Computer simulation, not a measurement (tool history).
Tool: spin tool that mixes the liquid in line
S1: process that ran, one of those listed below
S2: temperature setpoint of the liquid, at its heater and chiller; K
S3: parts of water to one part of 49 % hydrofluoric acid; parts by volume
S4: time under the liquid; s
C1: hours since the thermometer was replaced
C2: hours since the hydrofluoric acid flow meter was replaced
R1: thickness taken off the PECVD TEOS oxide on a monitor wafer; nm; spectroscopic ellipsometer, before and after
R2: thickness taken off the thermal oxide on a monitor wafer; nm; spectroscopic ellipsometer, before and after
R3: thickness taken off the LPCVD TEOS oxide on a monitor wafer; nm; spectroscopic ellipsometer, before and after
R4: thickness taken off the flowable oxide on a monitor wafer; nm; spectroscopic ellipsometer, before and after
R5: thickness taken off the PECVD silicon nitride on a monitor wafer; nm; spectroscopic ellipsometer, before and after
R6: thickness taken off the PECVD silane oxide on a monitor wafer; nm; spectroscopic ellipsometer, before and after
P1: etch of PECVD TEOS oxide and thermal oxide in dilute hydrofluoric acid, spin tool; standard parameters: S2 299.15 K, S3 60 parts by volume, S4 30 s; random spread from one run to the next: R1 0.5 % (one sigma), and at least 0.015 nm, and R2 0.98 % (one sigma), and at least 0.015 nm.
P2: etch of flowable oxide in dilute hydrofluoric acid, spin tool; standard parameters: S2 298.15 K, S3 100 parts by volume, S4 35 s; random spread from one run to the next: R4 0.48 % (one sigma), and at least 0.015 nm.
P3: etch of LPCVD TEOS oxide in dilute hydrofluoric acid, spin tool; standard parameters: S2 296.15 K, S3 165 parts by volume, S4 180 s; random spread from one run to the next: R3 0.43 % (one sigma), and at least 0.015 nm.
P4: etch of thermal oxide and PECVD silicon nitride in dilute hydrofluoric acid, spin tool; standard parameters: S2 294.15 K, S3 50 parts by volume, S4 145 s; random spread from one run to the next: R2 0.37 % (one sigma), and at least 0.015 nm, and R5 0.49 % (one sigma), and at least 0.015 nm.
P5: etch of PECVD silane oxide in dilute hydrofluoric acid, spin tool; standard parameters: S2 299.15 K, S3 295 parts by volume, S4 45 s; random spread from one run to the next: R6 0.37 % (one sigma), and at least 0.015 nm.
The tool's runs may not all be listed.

{"run": 1, "hour": 4.9, "S1": "P1", "S2": 299.15, "S3": 60, "S4": 30, "C1": 1071.7, "C2": 1129, "R1": 8.4033, "R2": 2.5979}
{"run": 2, "hour": 9.6, "S1": "P3", "S2": 296.15, "S3": 165, "S4": 180, "C1": 1076.4, "C2": 1133.7, "R3": 16.632}
{"run": 3, "hour": 12.5, "S1": "P2", "S2": 298.15, "S3": 145, "S4": 35, "C1": 1079.3, "C2": 1136.6, "R4": 6.5227}
{"run": 4, "hour": 17.4, "S1": "P1", "S2": 292.65, "S3": 60, "S4": 30, "C1": 1084.2, "C2": 1141.5, "R1": 6.3677, "R2": 1.9896}
{"run": 5, "hour": 23.3, "S1": "P3", "S2": 290.15, "S3": 165, "S4": 180, "C1": 1090.1, "C2": 1147.4, "R3": 13.22}
{"run": 6, "hour": 28.6, "S1": "P1", "S2": 299.15, "S3": 60, "S4": 30, "C1": 1095.4, "C2": 1152.7, "R1": 8.3678, "R2": 2.6349}
{"run": 7, "hour": 32.9, "S1": "P1", "S2": 305.15, "S3": 85, "S4": 30, "C1": 1099.7, "C2": 1157, "R1": 7.2461, "R2": 2.278}
{"run": 8, "hour": 37.1, "S1": "P1", "S2": 299.15, "S3": 20, "S4": 15, "C1": 1103.9, "C2": 1161.2, "R1": 13.278, "R2": 4.0772}
{"run": 9, "hour": 41.5, "S1": "P1", "S2": 299.15, "S3": 105, "S4": 30, "C1": 1108.3, "C2": 1165.6, "R1": 4.4829, "R2": 1.3828}
{"run": 10, "hour": 46.1, "S1": "P1", "S2": 304.65, "S3": 60, "S4": 30, "C1": 1112.9, "C2": 1170.2, "R1": 10.372, "R2": 3.2289}
{"run": 11, "hour": 51.4, "S1": "P4", "S2": 294.15, "S3": 50, "S4": 145, "C1": 1118.2, "C2": 1175.5, "R2": 12.129, "R5": 10.44}
{"run": 12, "hour": 55.6, "S1": "P1", "S2": 299.15, "S3": 60, "S4": 30, "C1": 1122.4, "C2": 1179.7, "R1": 8.4092, "R2": 2.6222}
{"run": 13, "hour": 61.0, "S1": "P3", "S2": 296.15, "S3": 165, "S4": 280, "C1": 1127.8, "C2": 1185.1, "R3": 26.105}
{"run": 14, "hour": 64.9, "S1": "P4", "S2": 290.15, "S3": 50, "S4": 145, "C1": 1131.7, "C2": 1189, "R2": 10.3, "R5": 7.865}
{"run": 15, "hour": 68.7, "S1": "P2", "S2": 298.15, "S3": 100, "S4": 35, "C1": 1135.5, "C2": 1192.8, "R4": 9.9634}
{"run": 16, "hour": 73.9, "S1": "P1", "S2": 299.15, "S3": 60, "S4": 30, "C1": 1140.7, "C2": 1198, "R1": 8.4275, "R2": 2.6195}
{"run": 17, "hour": 78.8, "S1": "P1", "S2": 299.15, "S3": 20, "S4": 30, "C1": 1145.6, "C2": 1202.9, "R1": 26.467, "R2": 8.2908}
{"run": 18, "hour": 83.7, "S1": "P1", "S2": 299.15, "S3": 60, "S4": 30, "C1": 1150.5, "C2": 1207.8, "R1": 8.402, "R2": 2.5971}
{"run": 19, "hour": 87.8, "S1": "P4", "S2": 294.15, "S3": 50, "S4": 275, "C1": 1154.6, "C2": 1211.9, "R2": 23.188, "R5": 20.001}
{"run": 20, "hour": 93.4, "S1": "P1", "S2": 299.15, "S3": 60, "S4": 15, "C1": 1160.2, "C2": 1217.5, "R1": 4.2121, "R2": 1.2571}
{"run": 21, "hour": 99.3, "S1": "P5", "S2": 299.15, "S3": 65, "S4": 45, "C1": 1166.1, "C2": 1223.4, "R6": 36.304}
{"run": 22, "hour": 102.5, "S1": "P4", "S2": 294.15, "S3": 50, "S4": 145, "C1": 1169.3, "C2": 1226.6, "R2": 12.182, "R5": 10.472}
{"run": 23, "hour": 107.1, "S1": "P5", "S2": 291.65, "S3": 295, "S4": 45, "C1": 1173.9, "C2": 1231.2, "R6": 4.6694}
{"run": 24, "hour": 110.9, "S1": "P4", "S2": 294.15, "S3": 20, "S4": 145, "C1": 1177.7, "C2": 1235, "R2": 31.64, "R5": 25.06}
{"run": 25, "hour": 115.2, "S1": "P1", "S2": 299.15, "S3": 60, "S4": 50, "C1": 1182, "C2": 1239.3, "R1": 13.96, "R2": 4.3619}
{"run": 26, "hour": 120.7, "S1": "P3", "S2": 296.15, "S3": 230, "S4": 180, "C1": 1187.5, "C2": 1244.8, "R3": 11.147}
{"run": 27, "hour": 126.8, "S1": "P2", "S2": 298.15, "S3": 100, "S4": 35, "C1": 1193.6, "C2": 1250.9, "R4": 9.8203}
{"run": 28, "hour": 131.6, "S1": "P1", "S2": 291.65, "S3": 20, "S4": 30, "C1": 1198.4, "C2": 1255.7, "R1": 19.223, "R2": 5.9728}
{"run": 29, "hour": 135.7, "S1": "P5", "S2": 299.15, "S3": 295, "S4": 45, "C1": 1202.5, "C2": 1259.8, "R6": 6.1251}
{"run": 30, "hour": 141.5, "S1": "P2", "S2": 305.15, "S3": 100, "S4": 35, "C1": 1208.3, "C2": 1265.6, "R4": 12.97}
{"run": 31, "hour": 144.4, "S1": "P5", "S2": 299.15, "S3": 295, "S4": 20, "C1": 1211.2, "C2": 1268.5, "R6": 2.722}
{"run": 32, "hour": 147.8, "S1": "P2", "S2": 298.15, "S3": 100, "S4": 15, "C1": 1214.6, "C2": 1271.9, "R4": 4.2909}
{"run": 33, "hour": 153.6, "S1": "P1", "S2": 299.15, "S3": 60, "S4": 30, "C1": 1220.4, "C2": 1277.7, "R1": 8.4565, "R2": 2.5713}
{"run": 34, "hour": 157.2, "S1": "P1", "S2": 299.15, "S3": 60, "S4": 30, "C1": 1224, "C2": 1281.3, "R1": 8.1218, "R2": 2.4863}
{"run": 35, "hour": 162.6, "S1": "P1", "S2": 299.15, "S3": 60, "S4": 30, "C1": 1229.4, "C2": 1286.7, "R1": 7.9205, "R2": 2.4698}
{"run": 36, "hour": 167.1, "S1": "P1", "S2": 299.15, "S3": 60, "S4": 30, "C1": 1233.9, "C2": 1291.2, "R1": 7.909, "R2": 2.4477}
{"run": 37, "hour": 171.7, "S1": "P1", "S2": 299.15, "S3": 60, "S4": 30, "C1": 1238.5, "C2": 1295.8, "R1": 7.8449, "R2": 2.3969}
{"run": 38, "hour": 174.8, "S1": "P1", "S2": 299.15, "S3": 60, "S4": 30, "C1": 1241.6, "C2": 1298.9, "R1": 7.758, "R2": 2.4356}
{"run": 39, "hour": 180.5, "S1": "P1", "S2": 299.15, "S3": 60, "S4": 30, "C1": 1247.3, "C2": 1304.6, "R1": 7.7882, "R2": 2.4336}
{"run": 40, "hour": 185.7, "S1": "P1", "S2": 299.15, "S3": 60, "S4": 30, "C1": 1252.5, "C2": 1309.8, "R1": 7.7686, "R2": 2.4345}
{"run": 41, "hour": 189.0, "S1": "P1", "S2": 299.15, "S3": 60, "S4": 30, "C1": 1255.8, "C2": 1313.1, "R1": 7.7289, "R2": 2.3505}
{"run": 42, "hour": 193.8, "S1": "P1", "S2": 299.15, "S3": 60, "S4": 30, "C1": 1260.6, "C2": 1317.9, "R1": 7.7637, "R2": 2.3733}

The log shows P1 creeping away from where it was. Any of the 2 causes listed here, at the size stated for it, fits the log just as well as the others:
A: hydrofluoric acid flow below the setpoint (%) = 7.09
B: liquid colder than its thermometer reads (K) = 1.97
Creep in the process output first set in at about hour 153.6.

Question marks stand in for the results of the 4 check runs listed below, each run on one wafer. Under which run would the listed causes show clearly different results?
{"run": "check 1", "hour": 198.6, "S1": "P4", "S2": 294.15, "S3": 20, "S4": 275, "R2": "?", "R5": "?"}
{"run": "check 2", "hour": 198.6, "S1": "P2", "S2": 302.15, "S3": 100, "S4": 35, "R4": "?"}
{"run": "check 3", "hour": 198.6, "S1": "P3", "S2": 290.15, "S3": 165, "S4": 180, "R3": "?"}
{"run": "check 4", "hour": 198.6, "S1": "P5", "S2": 292.65, "S3": 70, "S4": 45, "R6": "?"}

Check results expected under each cause:
check=check_1 result=R2 if_A=55.665 if_B=55.113
check=check_1 result=R5 if_A=44.68 if_B=41.713
check=check_2 result=R4 if_A=10.615 if_B=10.709
check=check_3 result=R3 if_A=12.063 if_B=12.118
check=check_4 result=R6 if_A=23.657 if_B=23.565
Smallest distance between any two causes, each pair judged by its most separating result, in per cent: check 1 6.87 %; check 2 0.88 %; check 3 0.45 %; check 4 0.39 %
Check 1 is the one run that separates the causes; every other check would come out nearly the same whichever cause is at work.

Here is what check 1 returned: R2 55.155 nm; R5 41.726 nm. Which cause is it?

The cause is B: liquid colder than its thermometer reads (K).
